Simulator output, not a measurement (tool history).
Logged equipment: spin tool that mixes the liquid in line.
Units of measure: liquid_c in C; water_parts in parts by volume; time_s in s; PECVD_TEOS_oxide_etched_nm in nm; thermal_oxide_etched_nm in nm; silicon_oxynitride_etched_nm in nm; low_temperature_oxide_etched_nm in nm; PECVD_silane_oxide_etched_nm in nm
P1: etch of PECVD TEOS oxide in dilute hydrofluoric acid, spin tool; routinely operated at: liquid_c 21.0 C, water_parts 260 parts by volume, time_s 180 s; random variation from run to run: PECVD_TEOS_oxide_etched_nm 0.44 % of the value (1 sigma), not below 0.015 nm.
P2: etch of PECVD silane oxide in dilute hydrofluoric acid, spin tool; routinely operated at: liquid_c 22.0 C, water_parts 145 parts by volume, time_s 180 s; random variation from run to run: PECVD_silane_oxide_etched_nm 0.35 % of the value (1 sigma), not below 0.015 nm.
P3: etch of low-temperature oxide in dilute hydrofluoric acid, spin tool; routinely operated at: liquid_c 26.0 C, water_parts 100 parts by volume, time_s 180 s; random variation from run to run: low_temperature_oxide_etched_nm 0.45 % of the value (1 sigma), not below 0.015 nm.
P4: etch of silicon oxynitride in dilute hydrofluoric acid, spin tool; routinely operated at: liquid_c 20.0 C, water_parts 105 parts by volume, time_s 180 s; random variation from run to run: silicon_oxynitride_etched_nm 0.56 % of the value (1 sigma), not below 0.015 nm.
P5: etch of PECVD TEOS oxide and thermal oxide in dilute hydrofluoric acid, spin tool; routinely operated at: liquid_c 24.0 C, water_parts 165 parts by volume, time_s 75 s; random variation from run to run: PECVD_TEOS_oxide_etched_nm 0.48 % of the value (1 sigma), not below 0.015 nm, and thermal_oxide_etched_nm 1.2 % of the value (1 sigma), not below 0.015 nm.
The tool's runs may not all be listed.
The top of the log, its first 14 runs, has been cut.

run	hour	process	liquid_c	water_parts	time_s	hours since the thermometer was replaced	hours since the hydrofluoric acid flow meter was replaced	PECVD_TEOS_oxide_etched_nm	thermal_oxide_etched_nm	silicon_oxynitride_etched_nm	low_temperature_oxide_etched_nm	PECVD_silane_oxide_etched_nm
15	168.1	P2	22.0	245	180	322.4	928.3					8.6287
16	175.8	P1	17.0	260	180	330.1	936.0	5.32220				
17	186.2	P2	22.0	145	180	340.5	946.4					16.2780
18	197.6	P3	26.0	100	265	351.9	957.8				30.127	
19	205.2	P1	21.0	260	360	359.5	965.4	12.42200				
20	215.4	P5	24.0	165	75	369.7	975.6	11.92300	1.90010			
21	230.9	P1	17.5	260	330	385.2	991.1	9.97090				
22	246.9	P5	24.0	275	75	401.2	1007.1	6.35030	0.96796			
23	255.0	P2	17.0	145	180	409.3	1015.2					13.3530
24	262.5	P2	22.0	145	180	416.8	1022.7					16.1980
25	275.8	P5	29.5	165	75	430.1	1036.0	14.43500	2.33840			
26	289.9	P2	22.0	145	15	444.2	1050.1					1.3578
27	299.9	P1	21.0	465	180	454.2	1060.1	2.84910				
28	312.9	P3	26.0	165	180	467.2	1073.1				11.365	
29	326.6	P4	20.0	105	180	480.9	1086.8			5.0963		
30	343.4	P3	17.5	100	180	497.7	1103.6				14.569	
31	354.2	P4	20.0	105	325	508.5	1114.4			9.1876		
32	362.7	P1	21.0	260	180	517.0	1122.9	6.17170				
33	371.0	P1	21.0	260	180	525.3	1131.2	6.27900				
34	387.3	P1	21.0	260	180	541.6	1147.5	6.49820				
35	398.0	P1	21.0	260	180	552.3	1158.2	6.57400				
36	407.5	P1	21.0	260	180	561.8	1167.7	6.53590				
37	418.1	P1	21.0	260	180	572.4	1178.3	6.69100				
38	432.5	P1	21.0	260	180	586.8	1192.7	6.73990				

Forecast run 39:
39	444.1	P1	21.0	260	180	598.4	1204.3	?				

{"run 39": {"PECVD_TEOS_oxide_etched_nm": 6.6227}}

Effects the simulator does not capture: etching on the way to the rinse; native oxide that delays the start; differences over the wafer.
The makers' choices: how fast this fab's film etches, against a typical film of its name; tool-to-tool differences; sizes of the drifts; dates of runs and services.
